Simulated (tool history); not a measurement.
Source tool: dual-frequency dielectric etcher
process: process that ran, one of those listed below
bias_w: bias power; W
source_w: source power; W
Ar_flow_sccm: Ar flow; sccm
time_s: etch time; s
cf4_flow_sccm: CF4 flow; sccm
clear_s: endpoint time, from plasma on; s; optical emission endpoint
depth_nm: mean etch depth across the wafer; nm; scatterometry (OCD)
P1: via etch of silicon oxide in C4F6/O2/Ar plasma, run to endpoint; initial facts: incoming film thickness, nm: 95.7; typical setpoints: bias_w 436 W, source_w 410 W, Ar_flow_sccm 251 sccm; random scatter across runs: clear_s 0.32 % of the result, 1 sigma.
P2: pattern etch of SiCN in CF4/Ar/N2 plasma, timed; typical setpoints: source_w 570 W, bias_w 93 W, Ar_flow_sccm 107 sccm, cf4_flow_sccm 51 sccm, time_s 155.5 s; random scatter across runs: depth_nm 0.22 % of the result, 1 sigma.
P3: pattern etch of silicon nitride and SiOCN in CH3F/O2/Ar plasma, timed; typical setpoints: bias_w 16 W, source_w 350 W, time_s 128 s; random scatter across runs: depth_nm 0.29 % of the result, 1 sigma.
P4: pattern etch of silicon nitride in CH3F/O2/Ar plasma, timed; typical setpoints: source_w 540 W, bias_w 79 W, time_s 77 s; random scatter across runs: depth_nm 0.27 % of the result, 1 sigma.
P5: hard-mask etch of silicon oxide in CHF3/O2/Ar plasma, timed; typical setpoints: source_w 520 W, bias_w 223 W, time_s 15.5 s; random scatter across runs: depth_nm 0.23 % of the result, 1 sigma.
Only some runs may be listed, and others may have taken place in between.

{"run": 1, "day": 0.162, "process": "P1", "bias_w": 436, "source_w": 410, "Ar_flow_sccm": 251, "clear_s": 21.28}
{"run": 2, "day": 0.308, "process": "P1", "bias_w": 436, "source_w": 410, "Ar_flow_sccm": 251, "clear_s": 21.283}
{"run": 3, "day": 0.45, "process": "P4", "bias_w": 79, "source_w": 540, "time_s": 77, "depth_nm": 62.018}
{"run": 4, "day": 0.621, "process": "P1", "bias_w": 436, "source_w": 410, "Ar_flow_sccm": 344, "clear_s": 22.025}
{"day": 0.733, "done": "bias power generator calibrated"}
{"run": 5, "day": 0.812, "process": "P4", "bias_w": 79, "source_w": 540, "time_s": 77, "depth_nm": 61.845}
{"run": 6, "day": 1.012, "process": "P1", "bias_w": 517, "source_w": 500, "Ar_flow_sccm": 251, "clear_s": 18.609}
{"run": 7, "day": 1.2, "process": "P5", "bias_w": 223, "source_w": 420, "time_s": 15.5, "depth_nm": 28.795}
{"run": 8, "day": 1.4, "process": "P2", "bias_w": 93, "source_w": 570, "Ar_flow_sccm": 107, "time_s": 210.5, "cf4_flow_sccm": 51, "depth_nm": 232.57}
{"day": 1.408, "done": "Ar flow controller replaced"}
{"run": 9, "day": 1.638, "process": "P1", "bias_w": 436, "source_w": 410, "Ar_flow_sccm": 203, "clear_s": 20.809}
{"run": 10, "day": 1.871, "process": "P5", "bias_w": 223, "source_w": 520, "time_s": 15.5, "depth_nm": 31.273}
{"run": 11, "day": 2.042, "process": "P2", "bias_w": 93, "source_w": 570, "Ar_flow_sccm": 107, "time_s": 155.5, "cf4_flow_sccm": 51, "depth_nm": 171.81}
{"run": 12, "day": 2.175, "process": "P4", "bias_w": 79, "source_w": 430, "time_s": 77, "depth_nm": 56.757}
{"run": 13, "day": 2.388, "process": "P4", "bias_w": 112, "source_w": 540, "time_s": 77, "depth_nm": 69.995}
{"run": 14, "day": 2.517, "process": "P2", "bias_w": 130, "source_w": 570, "Ar_flow_sccm": 107, "time_s": 155.5, "cf4_flow_sccm": 51, "depth_nm": 194.76}
{"run": 15, "day": 2.75, "process": "P2", "bias_w": 93, "source_w": 370, "Ar_flow_sccm": 107, "time_s": 155.5, "cf4_flow_sccm": 51, "depth_nm": 117.85}
{"run": 16, "day": 2.9, "process": "P3", "bias_w": 16, "source_w": 470, "time_s": 128, "depth_nm": 15.451}
{"run": 17, "day": 3.075, "process": "P3", "bias_w": 16, "source_w": 350, "time_s": 128, "depth_nm": 13.866}
{"run": 18, "day": 3.233, "process": "P3", "bias_w": 16, "source_w": 350, "time_s": 78, "depth_nm": 8.4311}
{"run": 19, "day": 3.404, "process": "P3", "bias_w": 11, "source_w": 350, "time_s": 128, "depth_nm": 11.977}
{"run": 20, "day": 3.525, "process": "P5", "bias_w": 223, "source_w": 520, "time_s": 11.5, "depth_nm": 23.163}
{"run": 21, "day": 3.762, "process": "P5", "bias_w": 155, "source_w": 520, "time_s": 15.5, "depth_nm": 27.53}
{"run": 22, "day": 3.892, "process": "P1", "bias_w": 255, "source_w": 410, "Ar_flow_sccm": 251, "clear_s": 25.662}
{"run": 23, "day": 4.021, "process": "P2", "bias_w": 93, "source_w": 570, "Ar_flow_sccm": 107, "time_s": 155.5, "cf4_flow_sccm": 36, "depth_nm": 161.67}
{"run": 24, "day": 4.25, "process": "P1", "bias_w": 436, "source_w": 500, "Ar_flow_sccm": 251, "clear_s": 19.775}
{"run": 25, "day": 4.458, "process": "P1", "bias_w": 436, "source_w": 300, "Ar_flow_sccm": 251, "clear_s": 23.848}
{"run": 26, "day": 4.642, "process": "P1", "bias_w": 436, "source_w": 410, "Ar_flow_sccm": 251, "clear_s": 21.195}
{"run": 27, "day": 4.829, "process": "P4", "bias_w": 79, "source_w": 540, "time_s": 42.5, "depth_nm": 34.068}
{"run": 28, "day": 4.938, "process": "P2", "bias_w": 93, "source_w": 570, "Ar_flow_sccm": 142, "time_s": 155.5, "cf4_flow_sccm": 51, "depth_nm": 163.97}
{"run": 29, "day": 5.179, "process": "P1", "bias_w": 436, "source_w": 410, "Ar_flow_sccm": 251, "clear_s": 21.442}
{"run": 30, "day": 5.342, "process": "P1", "bias_w": 615, "source_w": 410, "Ar_flow_sccm": 251, "clear_s": 18.745}
{"run": 31, "day": 5.462, "process": "P5", "bias_w": 223, "source_w": 520, "time_s": 15.5, "depth_nm": 31.161}
{"run": 32, "day": 5.633, "process": "P1", "bias_w": 436, "source_w": 410, "Ar_flow_sccm": 251, "clear_s": 21.209}
{"run": 33, "day": 5.796, "process": "P1", "bias_w": 436, "source_w": 410, "Ar_flow_sccm": 251, "clear_s": 21.079}
{"run": 34, "day": 6.017, "process": "P1", "bias_w": 436, "source_w": 410, "Ar_flow_sccm": 251, "clear_s": 21.186}
{"run": 35, "day": 6.242, "process": "P1", "bias_w": 436, "source_w": 410, "Ar_flow_sccm": 251, "clear_s": 21.035}
{"day": 6.383, "done": "wet clean of the chamber"}
{"run": 36, "day": 6.412, "process": "P1", "bias_w": 436, "source_w": 410, "Ar_flow_sccm": 251, "clear_s": 20.939}
{"day": 6.517, "done": "Ar flow controller replaced"}
{"run": 37, "day": 6.567, "process": "P1", "bias_w": 436, "source_w": 410, "Ar_flow_sccm": 251, "clear_s": 20.933}
{"run": 38, "day": 6.8, "process": "P1", "bias_w": 436, "source_w": 410, "Ar_flow_sccm": 251, "clear_s": 21.039}
{"run": 39, "day": 6.979, "process": "P1", "bias_w": 436, "source_w": 410, "Ar_flow_sccm": 251, "clear_s": 20.934}

What will run 40 give?
{"run": 40, "day": 7.142, "process": "P1", "bias_w": 436, "source_w": 410, "Ar_flow_sccm": 251, "clear_s": "?"}

{"run 40": {"clear_s": 21.037}}
